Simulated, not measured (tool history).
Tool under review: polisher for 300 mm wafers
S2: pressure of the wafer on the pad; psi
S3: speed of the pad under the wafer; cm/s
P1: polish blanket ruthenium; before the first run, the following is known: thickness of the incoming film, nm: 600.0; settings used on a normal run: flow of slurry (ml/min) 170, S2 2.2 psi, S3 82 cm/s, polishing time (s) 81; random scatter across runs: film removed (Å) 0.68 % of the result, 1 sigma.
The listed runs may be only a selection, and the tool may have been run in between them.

{"run": 1, "hour": 12.7, "flow of slurry (ml/min)": 170, "S2": 2.2, "S3": 82, "polishing time (s)": 81, "film removed (Å)": 921.1}
{"run": 2, "hour": 21.7, "flow of slurry (ml/min)": 170, "S2": 2.2, "S3": 82, "polishing time (s)": 81, "film removed (Å)": 942.38}
{"run": 3, "hour": 28.3, "flow of slurry (ml/min)": 170, "S2": 2.2, "S3": 38, "polishing time (s)": 81, "film removed (Å)": 434.09}
{"run": 4, "hour": 36.2, "flow of slurry (ml/min)": 170, "S2": 2.2, "S3": 82, "polishing time (s)": 36, "film removed (Å)": 419.67}
{"run": 5, "hour": 48.4, "flow of slurry (ml/min)": 170, "S2": 3.5, "S3": 82, "polishing time (s)": 81, "film removed (Å)": 1490.2}
{"run": 6, "hour": 56.8, "flow of slurry (ml/min)": 170, "S2": 2.2, "S3": 82, "polishing time (s)": 81, "film removed (Å)": 936.74}
{"run": 7, "hour": 66.0, "flow of slurry (ml/min)": 170, "S2": 2.2, "S3": 116, "polishing time (s)": 81, "film removed (Å)": 1300.8}
{"run": 8, "hour": 77.8, "flow of slurry (ml/min)": 170, "S2": 2.2, "S3": 82, "polishing time (s)": 81, "film removed (Å)": 936.97}
{"run": 9, "hour": 91.0, "flow of slurry (ml/min)": 110, "S2": 2.2, "S3": 82, "polishing time (s)": 118, "film removed (Å)": 1258.0}
{"run": 10, "hour": 103.7, "flow of slurry (ml/min)": 170, "S2": 2.2, "S3": 82, "polishing time (s)": 116, "film removed (Å)": 1333.8}
{"run": 11, "hour": 110.0, "flow of slurry (ml/min)": 170, "S2": 2.2, "S3": 82, "polishing time (s)": 81, "film removed (Å)": 938.47}
{"run": 12, "hour": 122.0, "flow of slurry (ml/min)": 170, "S2": 1.5, "S3": 82, "polishing time (s)": 81, "film removed (Å)": 639.7}
{"run": 13, "hour": 132.1, "flow of slurry (ml/min)": 100, "S2": 2.2, "S3": 82, "polishing time (s)": 81, "film removed (Å)": 835.54}
{"run": 14, "hour": 145.1, "flow of slurry (ml/min)": 130, "S2": 2.2, "S3": 46, "polishing time (s)": 81, "film removed (Å)": 499.17}
{"run": 15, "hour": 153.9, "flow of slurry (ml/min)": 230, "S2": 2.2, "S3": 82, "polishing time (s)": 81, "film removed (Å)": 978.5}
{"run": 16, "hour": 163.9, "flow of slurry (ml/min)": 170, "S2": 2.2, "S3": 82, "polishing time (s)": 81, "film removed (Å)": 922.09}

Run 17 is up next; what results do you expect?
{"run": 17, "hour": 171.8, "flow of slurry (ml/min)": 170, "S2": 2.2, "S3": 82, "polishing time (s)": 81, "film removed (Å)": "?"}

film removed (Å): 914.73
